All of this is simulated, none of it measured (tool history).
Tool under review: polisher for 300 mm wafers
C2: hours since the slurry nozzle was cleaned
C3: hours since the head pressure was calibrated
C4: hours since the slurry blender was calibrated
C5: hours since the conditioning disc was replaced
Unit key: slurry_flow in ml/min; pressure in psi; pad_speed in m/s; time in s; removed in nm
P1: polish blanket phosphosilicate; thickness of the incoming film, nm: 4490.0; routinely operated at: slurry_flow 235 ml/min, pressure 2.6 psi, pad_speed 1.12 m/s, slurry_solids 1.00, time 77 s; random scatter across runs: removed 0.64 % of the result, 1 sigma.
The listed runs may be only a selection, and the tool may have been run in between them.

{"run": 1, "day": 0.162, "slurry_flow": 235, "pressure": 2.6, "pad_speed": 1.12, "slurry_solids": 1.0, "time": 77, "wafers polished on this pad": 219, "C2": 197.1, "C3": 367.3, "C4": 114.0, "C5": 165.5, "removed": 584.39}
{"run": 2, "day": 0.388, "slurry_flow": 235, "pressure": 2.6, "pad_speed": 0.76, "slurry_solids": 1.0, "time": 77, "wafers polished on this pad": 260, "C2": 202.5, "C3": 372.7, "C4": 119.4, "C5": 170.9, "removed": 426.79}
{"run": 3, "day": 0.571, "slurry_flow": 235, "pressure": 2.6, "pad_speed": 1.12, "slurry_solids": 1.0, "time": 77, "wafers polished on this pad": 294, "C2": 206.9, "C3": 377.1, "C4": 123.8, "C5": 175.3, "removed": 588.7}
{"run": 4, "day": 0.725, "slurry_flow": 235, "pressure": 2.6, "pad_speed": 1.12, "slurry_solids": 1.0, "time": 77, "wafers polished on this pad": 322, "C2": 210.6, "C3": 380.8, "C4": 127.5, "C5": 179.0, "removed": 584.78}
{"run": 5, "day": 0.908, "slurry_flow": 235, "pressure": 2.6, "pad_speed": 1.12, "slurry_solids": 1.0, "time": 114, "wafers polished on this pad": 355, "C2": 215.0, "C3": 385.2, "C4": 131.9, "C5": 183.4, "removed": 868.97}
{"run": 6, "day": 1.038, "slurry_flow": 235, "pressure": 4.0, "pad_speed": 1.12, "slurry_solids": 1.0, "time": 77, "wafers polished on this pad": 379, "C2": 218.1, "C3": 388.3, "C4": 135.0, "C5": 186.5, "removed": 895.33}
{"run": 7, "day": 1.192, "slurry_flow": 140, "pressure": 2.6, "pad_speed": 1.12, "slurry_solids": 1.0, "time": 77, "wafers polished on this pad": 407, "C2": 221.8, "C3": 392.0, "C4": 138.7, "C5": 190.2, "removed": 540.19}
{"run": 8, "day": 1.375, "slurry_flow": 235, "pressure": 2.6, "pad_speed": 1.12, "slurry_solids": 0.6, "time": 77, "wafers polished on this pad": 440, "C2": 226.2, "C3": 396.4, "C4": 143.1, "C5": 194.6, "removed": 448.06}
{"run": 9, "day": 1.571, "slurry_flow": 235, "pressure": 2.6, "pad_speed": 1.12, "slurry_solids": 1.45, "time": 77, "wafers polished on this pad": 476, "C2": 230.9, "C3": 401.1, "C4": 147.8, "C5": 199.3, "removed": 685.77}
{"run": 10, "day": 1.746, "slurry_flow": 235, "pressure": 2.6, "pad_speed": 1.12, "slurry_solids": 0.75, "time": 105, "wafers polished on this pad": 508, "C2": 235.1, "C3": 405.3, "C4": 152.0, "C5": 203.5, "removed": 687.55}
{"run": 11, "day": 1.983, "slurry_flow": 300, "pressure": 2.6, "pad_speed": 1.12, "slurry_solids": 1.0, "time": 77, "wafers polished on this pad": 551, "C2": 240.8, "C3": 411.0, "C4": 157.7, "C5": 209.2, "removed": 590.37}
{"run": 12, "day": 2.175, "slurry_flow": 355, "pressure": 2.6, "pad_speed": 1.12, "slurry_solids": 1.0, "time": 40, "wafers polished on this pad": 586, "C2": 245.4, "C3": 415.6, "C4": 162.3, "C5": 213.8, "removed": 314.24}
{"run": 13, "day": 2.346, "slurry_flow": 235, "pressure": 1.2, "pad_speed": 1.12, "slurry_solids": 1.0, "time": 77, "wafers polished on this pad": 617, "C2": 249.5, "C3": 419.7, "C4": 166.4, "C5": 217.9, "removed": 269.0}
{"run": 14, "day": 2.454, "slurry_flow": 235, "pressure": 2.6, "pad_speed": 1.12, "slurry_solids": 1.0, "time": 51, "wafers polished on this pad": 637, "C2": 252.1, "C3": 422.3, "C4": 169.0, "C5": 220.5, "removed": 384.08}
{"run": 15, "day": 2.683, "slurry_flow": 235, "pressure": 2.6, "pad_speed": 1.12, "slurry_solids": 1.0, "time": 77, "wafers polished on this pad": 678, "C2": 257.6, "C3": 427.8, "C4": 174.5, "C5": 226.0, "removed": 578.11}
{"run": 16, "day": 2.792, "slurry_flow": 235, "pressure": 2.6, "pad_speed": 1.44, "slurry_solids": 1.0, "time": 77, "wafers polished on this pad": 698, "C2": 260.2, "C3": 430.4, "C4": 177.1, "C5": 228.6, "removed": 708.83}
{"run": 17, "day": 2.938, "slurry_flow": 235, "pressure": 2.6, "pad_speed": 1.12, "slurry_solids": 1.0, "time": 77, "wafers polished on this pad": 725, "C2": 263.7, "C3": 433.9, "C4": 180.6, "C5": 232.1, "removed": 580.92}
{"run": 18, "day": 3.179, "slurry_flow": 235, "pressure": 2.6, "pad_speed": 1.12, "slurry_solids": 1.0, "time": 77, "wafers polished on this pad": 769, "C2": 269.5, "C3": 439.7, "C4": 186.4, "C5": 237.9, "removed": 566.4}
{"run": 19, "day": 3.338, "slurry_flow": 235, "pressure": 2.6, "pad_speed": 1.12, "slurry_solids": 1.0, "time": 77, "wafers polished on this pad": 797, "C2": 273.3, "C3": 443.5, "C4": 190.2, "C5": 241.7, "removed": 554.19}
{"run": 20, "day": 3.475, "slurry_flow": 235, "pressure": 2.6, "pad_speed": 1.12, "slurry_solids": 1.0, "time": 77, "wafers polished on this pad": 822, "C2": 276.6, "C3": 446.8, "C4": 193.5, "C5": 245.0, "removed": 549.04}
{"run": 21, "day": 3.583, "slurry_flow": 235, "pressure": 2.6, "pad_speed": 1.12, "slurry_solids": 1.0, "time": 77, "wafers polished on this pad": 842, "C2": 279.2, "C3": 449.4, "C4": 196.1, "C5": 247.6, "removed": 541.8}
{"day": 3.738, "done": "slurry nozzle cleaned"}
{"run": 22, "day": 3.746, "slurry_flow": 235, "pressure": 2.6, "pad_speed": 1.12, "slurry_solids": 1.0, "time": 77, "wafers polished on this pad": 872, "C2": 0.2, "C3": 453.3, "C4": 200.0, "C5": 251.5, "removed": 535.21}
{"run": 23, "day": 3.962, "slurry_flow": 235, "pressure": 2.6, "pad_speed": 1.12, "slurry_solids": 1.0, "time": 77, "wafers polished on this pad": 911, "C2": 5.4, "C3": 458.5, "C4": 205.2, "C5": 256.7, "removed": 533.46}
{"day": 4.008, "done": "conditioning disc replaced and pad reconditioned"}
{"run": 24, "day": 4.133, "slurry_flow": 235, "pressure": 2.6, "pad_speed": 1.12, "slurry_solids": 1.0, "time": 77, "wafers polished on this pad": 942, "C2": 9.5, "C3": 462.6, "C4": 209.3, "C5": 3.0, "removed": 534.41}
{"day": 4.138, "done": "head pressure recalibrated"}
{"run": 25, "day": 4.371, "slurry_flow": 235, "pressure": 2.6, "pad_speed": 1.12, "slurry_solids": 1.0, "time": 77, "wafers polished on this pad": 986, "C2": 15.2, "C3": 5.7, "C4": 215.0, "C5": 8.7, "removed": 532.21}
{"run": 26, "day": 4.567, "slurry_flow": 235, "pressure": 2.6, "pad_speed": 1.12, "slurry_solids": 1.0, "time": 77, "wafers polished on this pad": 1021, "C2": 19.9, "C3": 10.4, "C4": 219.7, "C5": 13.4, "removed": 532.17}
{"run": 27, "day": 4.783, "slurry_flow": 235, "pressure": 2.6, "pad_speed": 1.12, "slurry_solids": 1.0, "time": 77, "wafers polished on this pad": 1061, "C2": 25.1, "C3": 15.6, "C4": 224.9, "C5": 18.6, "removed": 534.83}
{"run": 28, "day": 4.929, "slurry_flow": 235, "pressure": 2.6, "pad_speed": 1.12, "slurry_solids": 1.0, "time": 77, "wafers polished on this pad": 1087, "C2": 28.6, "C3": 19.1, "C4": 228.4, "C5": 22.1, "removed": 531.33}

P1 no longer gives what it gave before; its output has crept away from where it was. The following 2 causes, each at its listed size, fit the log equally well:
A: removal rate lost through wear of the pad, % = 9.58
B: abrasive missing from the slurry, % = 18.9
Creep in the process output first set in at about day 2.938.
Other possible causes, and why each is ruled out:
slurry flow missing at the pad, %: its service at day 3.738 followed the start of the drift and did not put the process back to its old value
head's pressure below its setpoint, %: its service at day 4.138 followed the start of the drift and did not put the process back to its old value
time polished since the conditioner stopped cutting, s: its service at day 4.008 followed the start of the drift and did not put the process back to its old value

You are offered 4 check runs, listed below with question marks in place of their results; each one averages 5 wafers. Which run separates the listed causes by giving clearly different results for each?
{"run": "check 1", "day": 5.075, "slurry_flow": 235, "pressure": 1.5, "pad_speed": 1.12, "slurry_solids": 0.65, "time": 77, "removed": "?"}
{"run": "check 2", "day": 5.075, "slurry_flow": 235, "pressure": 1.9, "pad_speed": 1.12, "slurry_solids": 1.0, "time": 77, "removed": "?"}
{"run": "check 3", "day": 5.075, "slurry_flow": 235, "pressure": 2.6, "pad_speed": 1.12, "slurry_solids": 1.0, "time": 114, "removed": "?"}
{"run": "check 4", "day": 5.075, "slurry_flow": 140, "pressure": 2.6, "pad_speed": 1.12, "slurry_solids": 1.0, "time": 77, "removed": "?"}

What every check run would give for each of its results, assuming each possible cause in turn:
check=check_1 result=removed if_A=244.58 if_B=239.18
check=check_2 result=removed if_A=385.63 if_B=385.64
check=check_3 result=removed if_A=781.27 if_B=781.29
check=check_4 result=removed if_A=489.41 if_B=489.41
Distance between the nearest two causes, measured in the result of the check that separates them most: check 1 2.23 %; check 2 0 %; check 3 0 %; check 4 0 %
Check 1 distinguishes between the causes, while the remaining checks would return nearly the same result for all of them.

After running check 1, the following was obtained: removed 240.15 nm. Which cause does this point to?

It is B: abrasive missing from the slurry, %.

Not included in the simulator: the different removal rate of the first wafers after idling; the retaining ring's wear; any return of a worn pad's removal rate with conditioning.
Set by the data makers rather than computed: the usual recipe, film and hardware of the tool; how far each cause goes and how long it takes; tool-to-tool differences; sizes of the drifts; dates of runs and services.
